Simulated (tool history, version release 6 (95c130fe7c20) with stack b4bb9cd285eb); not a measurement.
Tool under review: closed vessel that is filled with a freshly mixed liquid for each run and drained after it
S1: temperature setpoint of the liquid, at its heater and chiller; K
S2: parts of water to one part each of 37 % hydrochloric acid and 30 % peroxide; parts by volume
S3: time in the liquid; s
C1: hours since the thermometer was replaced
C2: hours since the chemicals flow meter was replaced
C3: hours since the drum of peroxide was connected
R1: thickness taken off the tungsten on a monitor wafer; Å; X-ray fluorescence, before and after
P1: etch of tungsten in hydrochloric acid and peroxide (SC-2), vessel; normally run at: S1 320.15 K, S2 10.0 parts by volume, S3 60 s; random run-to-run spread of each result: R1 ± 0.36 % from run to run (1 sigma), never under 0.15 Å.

run 1 day=0.233 | S1=320.15 S2=10.0 S3=60 | C1=656.2 C2=1130.8 C3=240.4 | R1=108.290
run 2 day=0.512 | S1=320.15 S2=10.0 S3=30 | C1=662.9 C2=1137.5 C3=247.1 | R1=54.745
run 3 day=0.708 | S1=320.15 S2=16.5 S3=60 | C1=667.6 C2=1142.2 C3=251.8 | R1=70.752
run 4 day=1.000 | S1=320.15 S2=4.0 S3=60 | C1=674.6 C2=1149.2 C3=258.8 | R1=218.300
run 5 day=1.275 | S1=320.15 S2=10.0 S3=60 | C1=681.2 C2=1155.8 C3=265.4 | R1=109.090
run 6 day=1.562 | S1=308.15 S2=10.0 S3=60 | C1=688.1 C2=1162.7 C3=272.3 | R1=46.366
run 7 day=1.804 | S1=320.15 S2=10.0 S3=60 | C1=693.9 C2=1168.5 C3=278.1 | R1=109.540
run 8 day=2.088 | S1=328.15 S2=10.0 S3=60 | C1=700.7 C2=1175.3 C3=284.9 | R1=185.520
run 9 day=2.317 | S1=320.15 S2=10.0 S3=60 | C1=706.2 C2=1180.8 C3=290.4 | R1=108.920
-- day=2.588 chemicals flow meter replaced
run 10 day=2.633 | S1=336.15 S2=10.0 S3=35 | C1=713.8 C2=1.1 C3=298.0 | R1=179.760
run 11 day=2.842 | S1=320.15 S2=10.0 S3=115 | C1=718.8 C2=6.1 C3=303.0 | R1=208.670
run 12 day=3.067 | S1=320.15 S2=10.0 S3=60 | C1=724.2 C2=11.5 C3=308.4 | R1=109.510
run 13 day=3.292 | S1=320.15 S2=10.0 S3=60 | C1=729.6 C2=16.9 C3=313.8 | R1=109.300
run 14 day=3.442 | S1=320.15 S2=10.0 S3=60 | C1=733.2 C2=20.5 C3=317.4 | R1=111.890
run 15 day=3.742 | S1=320.15 S2=10.0 S3=60 | C1=740.4 C2=27.7 C3=324.6 | R1=115.930
run 16 day=3.983 | S1=320.15 S2=10.0 S3=60 | C1=746.2 C2=33.5 C3=330.4 | R1=116.970
run 17 day=4.233 | S1=320.15 S2=10.0 S3=60 | C1=752.2 C2=39.5 C3=336.4 | R1=117.230
run 18 day=4.546 | S1=320.15 S2=10.0 S3=60 | C1=759.7 C2=47.0 C3=343.9 | R1=118.670
run 19 day=4.829 | S1=320.15 S2=10.0 S3=60 | C1=766.5 C2=53.8 C3=350.7 | R1=118.670
run 20 day=4.988 | S1=320.15 S2=10.0 S3=60 | C1=770.3 C2=57.6 C3=354.5 | R1=118.800

Something has made what P1 gives creep away from where it was; the 2 causes below, each at its own stated size, fit the log equally well:
A: chemicals flow above the setpoint (%) = 10.8
B: liquid hotter than its thermometer reads (K) = 1.26
Creep in the process output first set in at about day 3.292.
Each remaining cause and why it is not a fit:
peroxide weaker than its label (%): at most 8, giving a -7.4 % change in R1: too small, or against the direction of the creep

Each of the check runs listed below is run on 2 wafers and reports their average, with the results left as question marks. Pick the one under which the possible causes would lead to clearly different results.
run check 1 day=5.146 | S1=320.15 S2=16.0 S3=90 | R1=?
run check 2 day=5.146 | S1=326.65 S2=10.0 S3=105 | R1=?
run check 3 day=5.146 | S1=326.15 S2=10.0 S3=60 | R1=?
run check 4 day=5.146 | S1=309.15 S2=4.0 S3=60 | R1=?

Outcome of each check run for each possible cause:
check=check_1 result=R1 if_A=119.240 if_B=118.600
check=check_2 result=R1 if_A=319.770 if_B=318.860
check=check_3 result=R1 if_A=176.850 if_B=176.390
check=check_4 result=R1 if_A=107.450 if_B=110.080
Distance between the nearest two causes, measured in the result of the check that separates them most: check 1 0.54 %; check 2 0.28 %; check 3 0.26 %; check 4 2.42 %
The other checks would show nearly matching results whichever cause is true, so check 4 is the only one that separates the causes.

Check 4 was carried out, with these results: R1 109.920 Å. Which of the listed causes is responsible?

It is B: liquid hotter than its thermometer reads (K).
